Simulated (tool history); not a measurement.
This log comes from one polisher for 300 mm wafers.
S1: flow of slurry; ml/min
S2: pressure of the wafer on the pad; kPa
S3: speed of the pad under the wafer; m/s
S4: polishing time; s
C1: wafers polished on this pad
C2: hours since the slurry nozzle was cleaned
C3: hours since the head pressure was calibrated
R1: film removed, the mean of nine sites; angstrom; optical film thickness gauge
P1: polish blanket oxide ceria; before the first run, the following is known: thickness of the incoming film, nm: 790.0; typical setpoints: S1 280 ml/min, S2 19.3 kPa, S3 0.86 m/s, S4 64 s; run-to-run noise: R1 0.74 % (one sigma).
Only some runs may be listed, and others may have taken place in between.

{"run": 1, "hour": 13.7, "S1": 280, "S2": 19.3, "S3": 0.86, "S4": 64, "C1": 347, "C2": 456.6, "C3": 446.7, "R1": 2412.4}
{"run": 2, "hour": 24.2, "S1": 280, "S2": 19.3, "S3": 1.34, "S4": 64, "C1": 431, "C2": 467.1, "C3": 457.2, "R1": 3761.8}
{"run": 3, "hour": 35.1, "S1": 280, "S2": 9.0, "S3": 0.86, "S4": 64, "C1": 518, "C2": 478.0, "C3": 468.1, "R1": 1115.4}
{"hour": 41.1, "done": "worn pad replaced by a new one"}
{"run": 4, "hour": 42.5, "S1": 280, "S2": 19.3, "S3": 0.86, "S4": 64, "C1": 11, "C2": 485.4, "C3": 475.5, "R1": 2422.3}
{"run": 5, "hour": 54.9, "S1": 280, "S2": 19.3, "S3": 0.42, "S4": 64, "C1": 110, "C2": 497.8, "C3": 487.9, "R1": 1190.8}
{"run": 6, "hour": 65.1, "S1": 280, "S2": 19.3, "S3": 0.86, "S4": 98, "C1": 192, "C2": 508.0, "C3": 498.1, "R1": 3677.2}
{"run": 7, "hour": 77.4, "S1": 280, "S2": 19.3, "S3": 0.86, "S4": 64, "C1": 290, "C2": 520.3, "C3": 510.4, "R1": 2428.3}
{"run": 8, "hour": 89.0, "S1": 280, "S2": 13.8, "S3": 0.86, "S4": 33, "C1": 383, "C2": 531.9, "C3": 522.0, "R1": 882.75}
{"run": 9, "hour": 98.9, "S1": 280, "S2": 19.3, "S3": 0.86, "S4": 64, "C1": 462, "C2": 541.8, "C3": 531.9, "R1": 2415.4}
{"run": 10, "hour": 110.8, "S1": 420, "S2": 19.3, "S3": 0.86, "S4": 64, "C1": 558, "C2": 553.7, "C3": 543.8, "R1": 2516.7}
{"run": 11, "hour": 121.2, "S1": 280, "S2": 19.3, "S3": 0.86, "S4": 64, "C1": 641, "C2": 564.1, "C3": 554.2, "R1": 2402.9}
{"run": 12, "hour": 130.1, "S1": 280, "S2": 31.0, "S3": 0.86, "S4": 64, "C1": 712, "C2": 573.0, "C3": 563.1, "R1": 3836.4}
{"run": 13, "hour": 142.5, "S1": 280, "S2": 19.3, "S3": 0.86, "S4": 34, "C1": 811, "C2": 585.4, "C3": 575.5, "R1": 1265.7}
{"run": 14, "hour": 150.4, "S1": 170, "S2": 19.3, "S3": 0.86, "S4": 64, "C1": 875, "C2": 593.3, "C3": 583.4, "R1": 2251.8}
{"run": 15, "hour": 158.4, "S1": 280, "S2": 19.3, "S3": 0.86, "S4": 64, "C1": 939, "C2": 601.3, "C3": 591.4, "R1": 2391.8}
{"run": 16, "hour": 168.6, "S1": 280, "S2": 19.3, "S3": 0.86, "S4": 64, "C1": 1020, "C2": 611.5, "C3": 601.6, "R1": 2422.9}
{"run": 17, "hour": 182.2, "S1": 280, "S2": 19.3, "S3": 0.86, "S4": 64, "C1": 1129, "C2": 625.1, "C3": 615.2, "R1": 2324.4}
{"run": 18, "hour": 190.8, "S1": 280, "S2": 19.3, "S3": 0.86, "S4": 64, "C1": 1198, "C2": 633.7, "C3": 623.8, "R1": 2303.3}
{"run": 19, "hour": 206.0, "S1": 280, "S2": 19.3, "S3": 0.86, "S4": 64, "C1": 1320, "C2": 648.9, "C3": 639.0, "R1": 2310.2}
{"run": 20, "hour": 220.7, "S1": 280, "S2": 19.3, "S3": 0.86, "S4": 64, "C1": 1437, "C2": 663.6, "C3": 653.7, "R1": 2313.5}
{"run": 21, "hour": 228.5, "S1": 280, "S2": 19.3, "S3": 0.86, "S4": 64, "C1": 1500, "C2": 671.4, "C3": 661.5, "R1": 2303.4}
{"hour": 235.6, "done": "worn pad replaced by a new one"}
{"run": 22, "hour": 243.8, "S1": 280, "S2": 19.3, "S3": 0.86, "S4": 64, "C1": 65, "C2": 686.7, "C3": 676.8, "R1": 2280.2}
{"run": 23, "hour": 259.0, "S1": 280, "S2": 19.3, "S3": 0.86, "S4": 64, "C1": 187, "C2": 701.9, "C3": 692.0, "R1": 2284.2}

What P1 gives has crept off from where it sat before. The 2 causes that follow fit the log equally well, each at the size noted:
A: slurry flow missing at the pad, % = 33.3
B: head's pressure below its setpoint, % = 4.67
The gradual shift began around hour 168.6.
Each remaining cause and why it is not a fit:
removal rate lost through wear of the pad, %: was serviced at hour 235.6, once the creep was under way, yet the earlier output never came back

You are offered 4 check runs, listed below with question marks in place of their results; each one averages 5 wafers. Which run separates the listed causes by giving clearly different results for each?
{"run": "check 1", "hour": 274.2, "S1": 280, "S2": 29.6, "S3": 1.34, "S4": 64, "R1": "?"}
{"run": "check 2", "hour": 274.2, "S1": 280, "S2": 13.8, "S3": 0.86, "S4": 64, "R1": "?"}
{"run": "check 3", "hour": 274.2, "S1": 170, "S2": 19.3, "S3": 0.86, "S4": 64, "R1": "?"}
{"run": "check 4", "hour": 274.2, "S1": 280, "S2": 11.0, "S3": 0.86, "S4": 46, "R1": "?"}

How each check would come out, cause by cause:
check=check_1 result=R1 if_A=5484.70 if_B=5485.30
check=check_2 result=R1 if_A=1637.20 if_B=1637.40
check=check_3 result=R1 if_A=2094.10 if_B=2154.70
check=check_4 result=R1 if_A=941.40 if_B=941.51
Distance between the nearest two causes, measured in the result of the check that separates them most: check 1 0.01 %; check 2 0.01 %; check 3 2.85 %; check 4 0.01 %
The causes can be told apart only by check 3. The other checks would give nearly the same results under each of them.

After running check 3, the following was obtained: R1 2159.90 angstrom. Which cause does this point to?

Of the candidate causes, it is B: head's pressure below its setpoint, %.
